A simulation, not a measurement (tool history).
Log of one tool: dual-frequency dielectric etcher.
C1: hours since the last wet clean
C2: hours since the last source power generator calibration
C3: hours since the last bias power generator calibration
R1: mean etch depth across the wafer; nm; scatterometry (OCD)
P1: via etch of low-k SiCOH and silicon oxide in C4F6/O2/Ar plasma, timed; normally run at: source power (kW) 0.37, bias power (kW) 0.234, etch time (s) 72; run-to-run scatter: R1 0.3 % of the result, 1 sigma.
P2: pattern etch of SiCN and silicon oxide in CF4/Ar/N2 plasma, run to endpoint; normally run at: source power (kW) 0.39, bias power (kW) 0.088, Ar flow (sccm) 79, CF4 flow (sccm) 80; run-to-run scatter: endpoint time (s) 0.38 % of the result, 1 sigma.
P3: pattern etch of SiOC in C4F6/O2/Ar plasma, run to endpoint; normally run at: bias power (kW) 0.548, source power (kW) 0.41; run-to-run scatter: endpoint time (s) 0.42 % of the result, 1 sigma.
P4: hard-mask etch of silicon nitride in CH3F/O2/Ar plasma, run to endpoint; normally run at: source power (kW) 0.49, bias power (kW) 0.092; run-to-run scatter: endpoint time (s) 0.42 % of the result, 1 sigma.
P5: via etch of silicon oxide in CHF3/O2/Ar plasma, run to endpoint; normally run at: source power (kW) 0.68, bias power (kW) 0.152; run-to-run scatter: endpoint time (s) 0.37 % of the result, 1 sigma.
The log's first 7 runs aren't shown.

Run 8, hour 106.6: process that ran P1, source power (kW) 0.37, bias power (kW) 0.314, etch time (s) 72; C1 279.6; C2 49.4; C3 2154.2. Result: R1 232.52 nm.
Run 9, hour 123: process that ran P1, source power (kW) 0.37, bias power (kW) 0.234, etch time (s) 72; C1 296; C2 65.8; C3 2170.6. Result: R1 211.45 nm.
Run 10, hour 141.3: process that ran P2, source power (kW) 0.39, bias power (kW) 0.088, Ar flow (sccm) 79, CF4 flow (sccm) 99; C1 314.3; C2 84.1; C3 2188.9. Result: endpoint time (s) 13.117.
Run 11, hour 155.6: process that ran P1, source power (kW) 0.37, bias power (kW) 0.178, etch time (s) 72; C1 328.6; C2 98.4; C3 2203.2. Result: R1 192 nm.
Run 12, hour 171.8: process that ran P1, source power (kW) 0.37, bias power (kW) 0.234, etch time (s) 72; C1 344.8; C2 114.6; C3 2219.4. Result: R1 209.58 nm.
Run 13, hour 190.3: process that ran P4, source power (kW) 0.49, bias power (kW) 0.125; C1 363.3; C2 133.1; C3 2237.9. Result: endpoint time (s) 37.775.
Run 14, hour 201.4: process that ran P5, source power (kW) 0.68, bias power (kW) 0.152; C1 374.4; C2 144.2; C3 2249. Result: endpoint time (s) 244.45.
Run 15, hour 215: process that ran P1, source power (kW) 0.37, bias power (kW) 0.234, etch time (s) 95; C1 388; C2 157.8; C3 2262.6. Result: R1 277.34 nm.
Run 16, hour 229.1: process that ran P2, source power (kW) 0.39, bias power (kW) 0.064, Ar flow (sccm) 79, CF4 flow (sccm) 80; C1 402.1; C2 171.9; C3 2276.7. Result: endpoint time (s) 14.867.
Run 17, hour 247.7: process that ran P2, source power (kW) 0.39, bias power (kW) 0.088, Ar flow (sccm) 79, CF4 flow (sccm) 80; C1 420.7; C2 190.5; C3 2295.3. Result: endpoint time (s) 13.465.

Run 18 comes next. What will it give?
Run 18, hour 264.4: process that ran P5, source power (kW) 0.48, bias power (kW) 0.152; C1 437.4; C2 207.2; C3 2312. Result: endpoint time (s) ?.

Run 18 gave endpoint time (s) 278.42.
